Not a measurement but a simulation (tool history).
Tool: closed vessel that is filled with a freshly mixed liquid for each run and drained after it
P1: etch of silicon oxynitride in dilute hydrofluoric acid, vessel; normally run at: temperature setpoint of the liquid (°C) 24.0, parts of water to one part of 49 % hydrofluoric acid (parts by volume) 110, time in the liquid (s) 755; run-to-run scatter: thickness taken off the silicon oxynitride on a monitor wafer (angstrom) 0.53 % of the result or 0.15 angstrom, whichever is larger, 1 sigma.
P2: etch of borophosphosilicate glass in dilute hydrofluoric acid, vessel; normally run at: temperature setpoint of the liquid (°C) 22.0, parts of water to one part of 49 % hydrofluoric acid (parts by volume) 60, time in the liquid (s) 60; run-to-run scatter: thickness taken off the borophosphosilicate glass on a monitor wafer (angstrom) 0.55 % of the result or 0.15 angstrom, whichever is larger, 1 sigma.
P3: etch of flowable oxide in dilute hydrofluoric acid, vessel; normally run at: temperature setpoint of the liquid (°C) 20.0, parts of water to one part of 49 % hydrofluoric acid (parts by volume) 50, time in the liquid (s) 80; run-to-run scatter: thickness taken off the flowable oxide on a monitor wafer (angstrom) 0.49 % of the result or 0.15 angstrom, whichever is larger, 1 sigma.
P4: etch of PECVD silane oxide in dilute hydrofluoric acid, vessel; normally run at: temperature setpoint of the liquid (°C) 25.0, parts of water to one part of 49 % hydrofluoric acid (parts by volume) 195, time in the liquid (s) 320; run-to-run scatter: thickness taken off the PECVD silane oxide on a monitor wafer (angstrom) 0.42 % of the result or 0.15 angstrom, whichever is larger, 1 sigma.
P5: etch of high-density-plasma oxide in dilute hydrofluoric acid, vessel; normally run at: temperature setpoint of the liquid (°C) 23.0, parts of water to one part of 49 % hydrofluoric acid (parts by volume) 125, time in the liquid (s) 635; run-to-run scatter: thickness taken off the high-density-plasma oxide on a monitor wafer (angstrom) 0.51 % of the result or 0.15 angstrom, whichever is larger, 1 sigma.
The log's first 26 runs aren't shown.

run    day  process that ran  temperature setpoint of the liquid (°C)  parts of water to one part of 49 % hydrofluoric acid (parts by volume)  time in the liquid (s)  hours since the thermometer was replaced  hours since the hydrofluoric acid flow meter was replaced  thickness taken off the silicon oxynitride on a monitor wafer (angstrom)  thickness taken off the high-density-plasma oxide on a monitor wafer (angstrom)  thickness taken off the flowable oxide on a monitor wafer (angstrom)  thickness taken off the borophosphosilicate glass on a monitor wafer (angstrom)  thickness taken off the PECVD silane oxide on a monitor wafer (angstrom)
 27  6.608                P1                                     24.0                                                                     110                     755                                    2279.0                                                     1056.7                                                                    293.02
 28  6.762                P5                                     23.0                                                                     125                     635                                    2282.7                                                     1060.4                                                                                                                                                     534.31
 29  7.038                P2                                     22.0                                                                      60                      60                                    2289.3                                                     1067.0                                                                                                                                                                                                                                                                                                            510.40
 30  7.208                P1                                     24.0                                                                     200                     755                                    2293.4                                                     1071.1                                                                    150.99
 31  7.479                P1                                     24.0                                                                     110                     755                                    2299.9                                                     1077.6                                                                    294.04
 32  7.771                P1                                     24.0                                                                     110                     755                                    2306.9                                                     1084.6                                                                    307.08
 33  7.908                P1                                     24.0                                                                     110                     755                                    2310.2                                                     1087.9                                                                    307.66
 34  8.221                P1                                     24.0                                                                     110                     755                                    2317.7                                                     1095.4                                                                    314.20
 35  8.362                P1                                     24.0                                                                     110                     755                                    2321.1                                                     1098.8                                                                    317.26

The next listed run, before its measurement:
 36  8.592                P1                                     24.0                                                                     110                     755                                    2326.6                                                     1104.3                                                                         ?

Run 36 gave thickness taken off the silicon oxynitride on a monitor wafer (angstrom) 319.25.

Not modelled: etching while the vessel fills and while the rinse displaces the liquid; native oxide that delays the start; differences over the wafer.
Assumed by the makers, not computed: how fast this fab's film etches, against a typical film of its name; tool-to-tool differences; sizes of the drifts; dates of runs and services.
